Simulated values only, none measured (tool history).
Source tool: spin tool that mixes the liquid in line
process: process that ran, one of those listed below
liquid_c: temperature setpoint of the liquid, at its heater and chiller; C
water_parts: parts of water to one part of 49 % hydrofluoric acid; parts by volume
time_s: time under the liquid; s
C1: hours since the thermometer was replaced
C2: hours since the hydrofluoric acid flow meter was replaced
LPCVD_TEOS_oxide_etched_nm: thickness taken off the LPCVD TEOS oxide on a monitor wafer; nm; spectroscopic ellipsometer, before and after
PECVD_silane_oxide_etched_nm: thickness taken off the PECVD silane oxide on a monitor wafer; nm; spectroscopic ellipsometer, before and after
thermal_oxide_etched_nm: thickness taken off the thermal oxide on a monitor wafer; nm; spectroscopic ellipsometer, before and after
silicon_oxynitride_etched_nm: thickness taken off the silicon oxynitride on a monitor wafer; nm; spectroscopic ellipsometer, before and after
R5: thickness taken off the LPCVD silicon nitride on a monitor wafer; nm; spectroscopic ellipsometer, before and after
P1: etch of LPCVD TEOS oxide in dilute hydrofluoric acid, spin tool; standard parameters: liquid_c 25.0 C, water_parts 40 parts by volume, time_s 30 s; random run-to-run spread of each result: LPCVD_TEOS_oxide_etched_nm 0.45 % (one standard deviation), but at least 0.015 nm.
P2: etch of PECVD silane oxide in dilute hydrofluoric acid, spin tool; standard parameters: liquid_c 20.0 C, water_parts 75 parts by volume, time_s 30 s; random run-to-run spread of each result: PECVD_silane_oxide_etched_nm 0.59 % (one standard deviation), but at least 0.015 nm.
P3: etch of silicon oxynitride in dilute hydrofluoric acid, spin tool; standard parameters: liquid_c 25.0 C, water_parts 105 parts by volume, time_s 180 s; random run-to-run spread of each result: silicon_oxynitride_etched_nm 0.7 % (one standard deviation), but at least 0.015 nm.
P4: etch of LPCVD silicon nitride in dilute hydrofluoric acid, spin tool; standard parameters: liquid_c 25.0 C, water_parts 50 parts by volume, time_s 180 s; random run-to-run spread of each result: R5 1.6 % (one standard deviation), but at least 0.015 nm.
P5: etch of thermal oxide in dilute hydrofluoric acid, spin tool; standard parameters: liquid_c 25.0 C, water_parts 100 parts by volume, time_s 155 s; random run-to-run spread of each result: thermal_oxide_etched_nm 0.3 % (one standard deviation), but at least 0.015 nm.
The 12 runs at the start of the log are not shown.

Run 13, day 3.633: process P1, liquid_c 17.0 C, water_parts 40 parts by volume, time_s 30 s; C1 431.0; C2 501.8. Result: LPCVD_TEOS_oxide_etched_nm 13.386 nm.
Run 14, day 3.892: process P1, liquid_c 33.0 C, water_parts 40 parts by volume, time_s 15 s; C1 437.2; C2 508.0. Result: LPCVD_TEOS_oxide_etched_nm 12.835 nm.
Run 15, day 4.108: process P4, liquid_c 19.5 C, water_parts 50 parts by volume, time_s 180 s; C1 442.4; C2 513.2. Result: R5 1.1749 nm.
Run 16, day 4.512: process P5, liquid_c 25.0 C, water_parts 100 parts by volume, time_s 15 s; C1 452.1; C2 522.9. Result: thermal_oxide_etched_nm 0.71209 nm.
Run 17, day 4.792: process P3, liquid_c 25.0 C, water_parts 105 parts by volume, time_s 180 s; C1 458.8; C2 529.6. Result: silicon_oxynitride_etched_nm 3.8236 nm.
Run 18, day 5.067: process P1, liquid_c 25.0 C, water_parts 40 parts by volume, time_s 30 s; C1 465.4; C2 536.2. Result: LPCVD_TEOS_oxide_etched_nm 18.692 nm.
Run 19, day 5.400: process P5, liquid_c 25.0 C, water_parts 100 parts by volume, time_s 155 s; C1 473.4; C2 544.2. Result: thermal_oxide_etched_nm 7.46310 nm.
Run 20, day 5.729: process P4, liquid_c 25.0 C, water_parts 50 parts by volume, time_s 180 s; C1 481.3; C2 552.1. Result: R5 1.6683 nm.
Run 21, day 6.008: process P2, liquid_c 20.0 C, water_parts 35 parts by volume, time_s 30 s; C1 488.0; C2 558.8. Result: PECVD_silane_oxide_etched_nm 11.3090 nm.
Run 22, day 6.388: process P4, liquid_c 25.0 C, water_parts 50 parts by volume, time_s 290 s; C1 497.1; C2 567.9. Result: R5 2.7918 nm.
Run 23, day 6.758: process P1, liquid_c 25.0 C, water_parts 40 parts by volume, time_s 30 s; C1 506.0; C2 576.8. Result: LPCVD_TEOS_oxide_etched_nm 18.680 nm.
Run 24, day 6.946: process P2, liquid_c 20.0 C, water_parts 75 parts by volume, time_s 60 s; C1 510.5; C2 581.3. Result: PECVD_silane_oxide_etched_nm 10.2190 nm.

Forecast run 25:
Run 25, day 7.196: process P4, liquid_c 25.0 C, water_parts 50 parts by volume, time_s 180 s; C1 516.5; C2 587.3. Result: R5 ?.

Logged for run 25: R5 1.7110 nm.
